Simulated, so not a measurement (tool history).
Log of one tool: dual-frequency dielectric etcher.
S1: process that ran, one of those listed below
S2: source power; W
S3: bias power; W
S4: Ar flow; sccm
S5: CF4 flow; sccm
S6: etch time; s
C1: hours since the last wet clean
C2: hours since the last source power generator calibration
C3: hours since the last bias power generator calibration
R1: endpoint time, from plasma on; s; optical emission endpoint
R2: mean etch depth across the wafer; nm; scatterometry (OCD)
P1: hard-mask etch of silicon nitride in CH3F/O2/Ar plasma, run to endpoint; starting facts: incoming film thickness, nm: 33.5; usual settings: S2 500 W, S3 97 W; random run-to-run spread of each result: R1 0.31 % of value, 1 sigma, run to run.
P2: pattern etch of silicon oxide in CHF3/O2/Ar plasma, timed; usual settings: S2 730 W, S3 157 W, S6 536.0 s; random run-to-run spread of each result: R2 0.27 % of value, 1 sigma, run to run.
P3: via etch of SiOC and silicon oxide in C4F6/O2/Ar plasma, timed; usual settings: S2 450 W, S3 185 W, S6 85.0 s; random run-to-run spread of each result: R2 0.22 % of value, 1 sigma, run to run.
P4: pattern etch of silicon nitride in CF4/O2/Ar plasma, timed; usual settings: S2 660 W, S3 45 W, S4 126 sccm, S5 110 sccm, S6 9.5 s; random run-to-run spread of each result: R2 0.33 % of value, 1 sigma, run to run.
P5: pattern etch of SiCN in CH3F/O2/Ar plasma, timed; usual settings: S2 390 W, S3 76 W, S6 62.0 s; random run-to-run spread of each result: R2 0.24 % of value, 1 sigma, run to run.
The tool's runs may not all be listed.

run	hour	S1	S2	S3	S4	S5	S6	C1	C2	C3	R1	R2
1	5.5	P1	500	97				455.7	1762.6	2272.8	41.069	
2	9.5	P1	500	97				459.7	1766.6	2276.8	41.108	
3	14.9	P1	500	97				465.1	1772.0	2282.2	41.573	
4	18.7	P4	660	45	77	110	9.5	468.9	1775.8	2286.0		23.271
5	25.2	P1	600	97				475.4	1782.3	2292.5	38.401	
6	29.2	P4	660	45	126	68	9.5	479.4	1786.3	2296.5		20.387
7	32.4	P4	500	45	126	110	9.5	482.6	1789.5	2299.7		17.127
8	36.6	P4	660	45	126	110	9.5	486.8	1793.7	2303.9		21.888
9	42.9	P2	730	120			536.0	493.1	1800.0	2310.2		984.180
10	46.7	P1	420	121				496.9	1803.8	2314.0	40.521	
11	53.1	P2	730	157			304.5	503.3	1810.2	2320.4		608.020
12	59.6	P2	950	157			536.0	509.8	1816.7	2326.9		1185.200
13	64.7	P5	250	76			62.0	514.9	1821.8	2332.0		19.816
14	70.9	P1	360	97				521.1	1828.0	2338.2	46.539	
15	77.4	P1	500	97				527.6	1834.5	2344.7	41.370	
16	83.0	P2	730	157			536.0	533.2	1840.1	2350.3		1074.600
17	86.4	P1	400	79				536.6	1843.5	2353.7	48.358	
18	92.6	P3	450	236			85.0	542.8	1849.7	2359.9		109.850
19	98.8	P5	390	76			35.5	549.0	1855.9	2366.1		13.342
20	102.6	P4	660	45	126	110	9.5	552.8	1859.7	2369.9		21.858
21	108.0	P5	390	103			62.0	558.2	1865.1	2375.3		26.142
22	112.5	P3	550	185			85.0	562.7	1869.6	2379.8		109.220
23	116.4	P1	500	70				566.6	1873.5	2383.7	46.001	
24	120.7	P3	450	185			85.0	570.9	1877.8	2388.0		101.320
25	124.5	P5	390	76			62.0	574.7	1881.6	2391.8		23.325
26	128.5	P4	660	62	126	110	9.5	578.7	1885.6	2395.8		24.727
27	134.1	P1	500	97				584.3	1891.2	2401.4	41.372	
28	140.5	P4	660	45	126	110	5.0	590.7	1897.6	2407.8		11.511
# hour 141.2: source power generator calibrated
29	147.1	P1	500	97				597.3	5.9	2414.4	41.446	
30	153.2	P3	450	185			125.5	603.4	12.0	2420.5		150.140
31	156.2	P1	500	126				606.4	15.0	2423.5	37.533	
32	162.7	P1	500	97				612.9	21.5	2430.0	41.091	
33	166.8	P1	500	97				617.0	25.6	2434.1	41.389	
34	171.6	P1	500	97				621.8	30.4	2438.9	41.530	
35	177.1	P1	500	97				627.3	35.9	2444.4	41.928	
36	183.3	P1	500	97				633.5	42.1	2450.6	41.797	
# hour 183.7: wet clean of the chamber
37	190.0	P1	500	97				6.4	48.8	2457.3	41.733	
38	195.7	P1	500	97				12.1	54.5	2463.0	41.612	
39	201.9	P1	500	97				18.3	60.7	2469.2	41.852	

P1 has crept away from where it was. The log is fitted equally well by each of these 2 causes, at the sizes shown:
A: bias power that arrives under what is set, % = 4.26
B: source power that arrives under what is set, % = 4.08
The process output started creeping at around hour 162.7.
Excluded causes, each with its reason:
chamber walls in a state that lowers the etch rate, %: serviced after onset, at hour 183.7, with no recovery of the prior output

4 check runs are offered, each on 2 wafers whose results are averaged, their results left as question marks. Which one tells the causes apart?
check 1	208.1	P2	890	128			536.0					?
check 2	208.1	P5	390	99			39.0					?
check 3	208.1	P4	660	45	104	110	6.5					?
check 4	208.1	P3	540	225			85.0					?

If the cause were each of the candidates in turn, the checks would give the following:
check	result	if A	if B
check 1	R2	1071.400	1067.800
check 2	R2	15.928	15.944
check 3	R2	15.122	14.805
check 4	R2	114.170	113.970
Distance between the nearest two causes, measured in the result of the check that separates them most: check 1 0.33 %; check 2 0.1 %; check 3 2.12 %; check 4 0.17 %
Only check 3 tells the causes apart: in the others they would give nearly the same result.

After running check 3, the following was obtained: R2 14.861 nm. Which cause does this point to?

The correct cause is B, namely: source power that arrives under what is set, %.
